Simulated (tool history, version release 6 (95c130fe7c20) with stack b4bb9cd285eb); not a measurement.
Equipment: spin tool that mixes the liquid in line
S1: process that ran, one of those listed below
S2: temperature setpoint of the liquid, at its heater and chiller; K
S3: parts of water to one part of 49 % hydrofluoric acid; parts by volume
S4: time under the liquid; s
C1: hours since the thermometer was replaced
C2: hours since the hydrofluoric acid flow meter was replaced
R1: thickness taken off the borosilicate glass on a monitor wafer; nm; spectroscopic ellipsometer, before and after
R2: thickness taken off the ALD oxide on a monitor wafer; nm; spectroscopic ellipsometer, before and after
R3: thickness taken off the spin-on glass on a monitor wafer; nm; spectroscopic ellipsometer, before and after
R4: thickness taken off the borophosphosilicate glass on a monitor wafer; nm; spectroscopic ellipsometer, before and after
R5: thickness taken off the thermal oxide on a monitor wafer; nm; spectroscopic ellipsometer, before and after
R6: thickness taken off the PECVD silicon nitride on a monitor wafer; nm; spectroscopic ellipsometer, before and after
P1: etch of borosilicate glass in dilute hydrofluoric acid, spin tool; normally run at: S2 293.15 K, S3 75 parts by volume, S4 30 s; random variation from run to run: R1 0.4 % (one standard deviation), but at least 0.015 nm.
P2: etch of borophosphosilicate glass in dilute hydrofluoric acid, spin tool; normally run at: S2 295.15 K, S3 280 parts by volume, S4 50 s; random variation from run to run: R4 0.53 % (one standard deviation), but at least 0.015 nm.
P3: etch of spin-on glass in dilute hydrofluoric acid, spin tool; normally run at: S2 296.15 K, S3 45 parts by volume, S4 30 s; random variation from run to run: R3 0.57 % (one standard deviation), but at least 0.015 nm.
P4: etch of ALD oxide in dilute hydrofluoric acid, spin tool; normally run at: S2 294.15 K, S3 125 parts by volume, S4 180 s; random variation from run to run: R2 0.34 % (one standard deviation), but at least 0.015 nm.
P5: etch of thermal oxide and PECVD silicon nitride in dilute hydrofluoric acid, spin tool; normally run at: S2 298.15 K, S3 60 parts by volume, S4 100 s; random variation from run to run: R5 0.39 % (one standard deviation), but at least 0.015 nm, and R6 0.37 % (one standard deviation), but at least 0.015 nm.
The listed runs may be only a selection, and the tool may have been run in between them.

Run 1, day 0.221: S1 P1, S2 293.15 K, S3 75 parts by volume, S4 30 s; C1 63.5; C2 1581.1. Result: R1 9.9145 nm.
Run 2, day 0.438: S1 P1, S2 293.15 K, S3 125 parts by volume, S4 55 s; C1 68.7; C2 1586.3. Result: R1 10.2600 nm.
Run 3, day 0.638: S1 P4, S2 294.15 K, S3 45 parts by volume, S4 180 s; C1 73.5; C2 1591.1. Result: R2 52.206 nm.
Run 4, day 0.862: S1 P3, S2 296.15 K, S3 60 parts by volume, S4 30 s; C1 78.9; C2 1596.5. Result: R3 29.432 nm.
Run 5, day 0.988: S1 P3, S2 301.15 K, S3 45 parts by volume, S4 30 s; C1 81.9; C2 1599.5. Result: R3 49.709 nm.
Run 6, day 1.138: S1 P1, S2 293.15 K, S3 140 parts by volume, S4 30 s; C1 85.5; C2 1603.1. Result: R1 4.9591 nm.
Run 7, day 1.304: S1 P4, S2 290.15 K, S3 125 parts by volume, S4 180 s; C1 89.5; C2 1607.1. Result: R2 14.450 nm.
Run 8, day 1.512: S1 P1, S2 293.15 K, S3 75 parts by volume, S4 30 s; C1 94.5; C2 1612.1. Result: R1 9.8628 nm.
Run 9, day 1.721: S1 P2, S2 303.15 K, S3 280 parts by volume, S4 50 s; C1 99.5; C2 1617.1. Result: R4 5.4596 nm.
Run 10, day 1.975: S1 P3, S2 296.15 K, S3 45 parts by volume, S4 30 s; C1 105.6; C2 1623.2. Result: R3 40.520 nm.
Run 11, day 2.129: S1 P1, S2 293.15 K, S3 75 parts by volume, S4 30 s; C1 109.3; C2 1626.9. Result: R1 9.9145 nm.
Run 12, day 2.250: S1 P2, S2 295.15 K, S3 280 parts by volume, S4 50 s; C1 112.2; C2 1629.8. Result: R4 4.1719 nm.
Run 13, day 2.446: S1 P2, S2 295.15 K, S3 280 parts by volume, S4 50 s; C1 116.9; C2 1634.5. Result: R4 4.1779 nm.
Run 14, day 2.629: S1 P5, S2 290.65 K, S3 60 parts by volume, S4 100 s; C1 121.3; C2 1638.9. Result: R5 6.1048 nm, R6 4.2461 nm.
Run 15, day 2.783: S1 P5, S2 298.15 K, S3 110 parts by volume, S4 100 s; C1 125.0; C2 1642.6. Result: R5 4.3206 nm, R6 3.9191 nm.
Run 16, day 2.983: S1 P1, S2 298.65 K, S3 75 parts by volume, S4 30 s; C1 129.8; C2 1647.4. Result: R1 12.3190 nm.
Run 17, day 3.196: S1 P1, S2 293.15 K, S3 35 parts by volume, S4 30 s; C1 134.9; C2 1652.5. Result: R1 22.1910 nm.
Run 18, day 3.408: S1 P1, S2 293.15 K, S3 75 parts by volume, S4 50 s; C1 140.0; C2 1657.6. Result: R1 16.6040 nm.
Run 19, day 3.671: S1 P1, S2 293.15 K, S3 75 parts by volume, S4 15 s; C1 146.3; C2 1663.9. Result: R1 4.9154 nm.
Run 20, day 3.842: S1 P4, S2 294.15 K, S3 125 parts by volume, S4 45 s; C1 150.4; C2 1668.0. Result: R2 4.252 nm.
Run 21, day 4.079: S1 P1, S2 293.15 K, S3 75 parts by volume, S4 30 s; C1 156.1; C2 1673.7. Result: R1 9.9411 nm.
Run 22, day 4.229: S1 P2, S2 295.15 K, S3 280 parts by volume, S4 95 s; C1 159.7; C2 1677.3. Result: R4 8.0284 nm.
Run 23, day 4.479: S1 P2, S2 295.15 K, S3 90 parts by volume, S4 50 s; C1 165.7; C2 1683.3. Result: R4 15.8820 nm.
Run 24, day 4.650: S1 P1, S2 293.15 K, S3 75 parts by volume, S4 30 s; C1 169.8; C2 1687.4. Result: R1 9.8503 nm.
Run 25, day 4.900: S1 P3, S2 296.15 K, S3 45 parts by volume, S4 15 s; C1 175.8; C2 1693.4. Result: R3 20.109 nm.
Run 26, day 5.050: S1 P1, S2 293.15 K, S3 110 parts by volume, S4 45 s; C1 179.4; C2 1697.0. Result: R1 9.6899 nm.
Run 27, day 5.254: S1 P1, S2 290.15 K, S3 75 parts by volume, S4 30 s; C1 184.3; C2 1701.9. Result: R1 8.7697 nm.
Run 28, day 5.388: S1 P5, S2 298.15 K, S3 60 parts by volume, S4 175 s; C1 187.5; C2 1705.1. Result: R5 14.5640 nm, R6 12.5850 nm.
Run 29, day 5.546: S1 P5, S2 298.15 K, S3 60 parts by volume, S4 100 s; C1 191.3; C2 1708.9. Result: R5 8.3418 nm, R6 7.1794 nm.
Run 30, day 5.783: S1 P4, S2 294.15 K, S3 125 parts by volume, S4 180 s; C1 197.0; C2 1714.6. Result: R2 17.064 nm.
Run 31, day 5.975: S1 P1, S2 293.15 K, S3 75 parts by volume, S4 30 s; C1 201.6; C2 1719.2. Result: R1 9.9503 nm.
Run 32, day 6.221: S1 P1, S2 293.15 K, S3 75 parts by volume, S4 30 s; C1 207.5; C2 1725.1. Result: R1 9.6123 nm.
Run 33, day 6.450: S1 P1, S2 293.15 K, S3 75 parts by volume, S4 30 s; C1 213.0; C2 1730.6. Result: R1 9.5149 nm.
Run 34, day 6.604: S1 P1, S2 293.15 K, S3 75 parts by volume, S4 30 s; C1 216.7; C2 1734.3. Result: R1 9.3794 nm.
Run 35, day 6.833: S1 P1, S2 293.15 K, S3 75 parts by volume, S4 30 s; C1 222.2; C2 1739.8. Result: R1 9.3494 nm.
Run 36, day 6.975: S1 P1, S2 293.15 K, S3 75 parts by volume, S4 30 s; C1 225.6; C2 1743.2. Result: R1 9.4068 nm.
Run 37, day 7.221: S1 P1, S2 293.15 K, S3 75 parts by volume, S4 30 s; C1 231.5; C2 1749.1. Result: R1 9.3079 nm.
Run 38, day 7.358: S1 P1, S2 293.15 K, S3 75 parts by volume, S4 30 s; C1 234.8; C2 1752.4. Result: R1 9.2578 nm.
Run 39, day 7.483: S1 P1, S2 293.15 K, S3 75 parts by volume, S4 30 s; C1 237.8; C2 1755.4. Result: R1 9.2910 nm.
Run 40, day 7.717: S1 P1, S2 293.15 K, S3 75 parts by volume, S4 30 s; C1 243.4; C2 1761.0. Result: R1 9.2504 nm.

The output of P1 has drifted from where it used to be. Each of the 2 causes below, taken at the size shown beside it, accounts for the log equally well:
A: hydrofluoric acid flow below the setpoint (%) = 5.8
B: liquid colder than its thermometer reads (K) = 1.55
The creep began at about day 5.975.

Question marks stand in for the results of the 4 check runs listed below, each run on one wafer. Under which run would the listed causes show clearly different results?
Run check 1, day 7.950: S1 P4, S2 290.65 K, S3 60 parts by volume, S4 180 s. Result: R2 ?.
Run check 2, day 7.950: S1 P3, S2 296.15 K, S3 45 parts by volume, S4 15 s. Result: R3 ?.
Run check 3, day 7.950: S1 P5, S2 294.15 K, S3 60 parts by volume, S4 170 s. Result: R5 ?, R6 ?.
Run check 4, day 7.950: S1 P2, S2 301.15 K, S3 100 parts by volume, S4 50 s. Result: R4 ?.

What every check run would give for each of its results, assuming each possible cause in turn:
  check  result     if A     if B
check 1      R2   31.023   30.920
check 2      R3   18.900   18.870
check 3      R5  11.2770  11.2640
check 3      R6   8.7458   8.3294
check 4      R4  16.7040  16.8450
How far apart the two closest causes lie, in the result that separates them most: check 1 0.33 %; check 2 0.16 %; check 3 4.88 %; check 4 0.84 %
Only check 3 tells the causes apart: in the others they would give nearly the same result.

Running check 3 produced the following: R5 11.2710 nm; R6 8.3632 nm. Which one of the listed causes fits?

It is B: liquid colder than its thermometer reads (K).
